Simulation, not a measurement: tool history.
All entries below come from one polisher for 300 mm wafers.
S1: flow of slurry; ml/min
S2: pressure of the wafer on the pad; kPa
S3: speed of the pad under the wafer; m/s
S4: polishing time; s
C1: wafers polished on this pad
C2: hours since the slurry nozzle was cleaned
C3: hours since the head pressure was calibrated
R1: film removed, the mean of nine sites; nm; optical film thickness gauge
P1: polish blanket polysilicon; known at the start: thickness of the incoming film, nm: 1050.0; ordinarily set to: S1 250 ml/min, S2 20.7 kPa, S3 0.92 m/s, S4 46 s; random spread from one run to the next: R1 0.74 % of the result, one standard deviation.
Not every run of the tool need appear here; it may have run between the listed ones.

{"run": 1, "hour": 4.4, "S1": 250, "S2": 20.7, "S3": 0.92, "S4": 46, "C1": 433, "C2": 383.1, "C3": 353.9, "R1": 389.06}
{"run": 2, "hour": 8.0, "S1": 250, "S2": 13.8, "S3": 0.92, "S4": 31, "C1": 467, "C2": 386.7, "C3": 357.5, "R1": 174.08}
{"run": 3, "hour": 11.0, "S1": 360, "S2": 20.7, "S3": 0.92, "S4": 25, "C1": 495, "C2": 389.7, "C3": 360.5, "R1": 216.8}
{"run": 4, "hour": 13.9, "S1": 250, "S2": 20.7, "S3": 0.92, "S4": 46, "C1": 523, "C2": 392.6, "C3": 363.4, "R1": 393.74}
{"run": 5, "hour": 18.1, "S1": 250, "S2": 31.7, "S3": 0.92, "S4": 46, "C1": 562, "C2": 396.8, "C3": 367.6, "R1": 600.46}
{"run": 6, "hour": 23.0, "S1": 250, "S2": 20.7, "S3": 0.92, "S4": 66, "C1": 609, "C2": 401.7, "C3": 372.5, "R1": 554.62}
{"hour": 26.4, "done": "slurry nozzle cleaned"}
{"run": 7, "hour": 27.4, "S1": 250, "S2": 20.7, "S3": 0.92, "S4": 46, "C1": 651, "C2": 1.1, "C3": 376.9, "R1": 385.48}
{"run": 8, "hour": 31.4, "S1": 250, "S2": 20.7, "S3": 0.92, "S4": 46, "C1": 688, "C2": 5.1, "C3": 380.9, "R1": 390.46}
{"run": 9, "hour": 35.7, "S1": 250, "S2": 20.7, "S3": 1.28, "S4": 46, "C1": 729, "C2": 9.4, "C3": 385.2, "R1": 545.54}
{"run": 10, "hour": 39.0, "S1": 150, "S2": 20.7, "S3": 0.92, "S4": 46, "C1": 760, "C2": 12.7, "C3": 388.5, "R1": 367.7}
{"run": 11, "hour": 43.5, "S1": 250, "S2": 20.7, "S3": 0.66, "S4": 46, "C1": 803, "C2": 17.2, "C3": 393.0, "R1": 279.82}
{"run": 12, "hour": 47.4, "S1": 250, "S2": 20.7, "S3": 0.92, "S4": 21, "C1": 840, "C2": 21.1, "C3": 396.9, "R1": 177.72}
{"run": 13, "hour": 49.9, "S1": 250, "S2": 10.3, "S3": 0.92, "S4": 46, "C1": 864, "C2": 23.6, "C3": 399.4, "R1": 195.07}
{"run": 14, "hour": 54.5, "S1": 250, "S2": 20.7, "S3": 0.92, "S4": 46, "C1": 907, "C2": 28.2, "C3": 404.0, "R1": 390.85}
{"run": 15, "hour": 57.6, "S1": 390, "S2": 20.7, "S3": 0.92, "S4": 46, "C1": 937, "C2": 31.3, "C3": 407.1, "R1": 403.08}
{"run": 16, "hour": 62.7, "S1": 250, "S2": 20.7, "S3": 0.92, "S4": 46, "C1": 985, "C2": 36.4, "C3": 412.2, "R1": 389.45}
{"run": 17, "hour": 65.5, "S1": 250, "S2": 20.7, "S3": 0.92, "S4": 46, "C1": 1012, "C2": 39.2, "C3": 415.0, "R1": 391.57}
{"run": 18, "hour": 69.3, "S1": 250, "S2": 20.7, "S3": 0.92, "S4": 46, "C1": 1048, "C2": 43.0, "C3": 418.8, "R1": 381.23}
{"run": 19, "hour": 72.2, "S1": 250, "S2": 20.7, "S3": 0.92, "S4": 46, "C1": 1075, "C2": 45.9, "C3": 421.7, "R1": 380.03}
{"run": 20, "hour": 75.9, "S1": 250, "S2": 20.7, "S3": 0.92, "S4": 46, "C1": 1110, "C2": 49.6, "C3": 425.4, "R1": 377.83}

Expected results for the next run?
{"run": 21, "hour": 81.2, "S1": 250, "S2": 20.7, "S3": 0.92, "S4": 46, "C1": 1160, "C2": 54.9, "C3": 430.7, "R1": "?"}

{"run 21": {"R1": 377.08}}

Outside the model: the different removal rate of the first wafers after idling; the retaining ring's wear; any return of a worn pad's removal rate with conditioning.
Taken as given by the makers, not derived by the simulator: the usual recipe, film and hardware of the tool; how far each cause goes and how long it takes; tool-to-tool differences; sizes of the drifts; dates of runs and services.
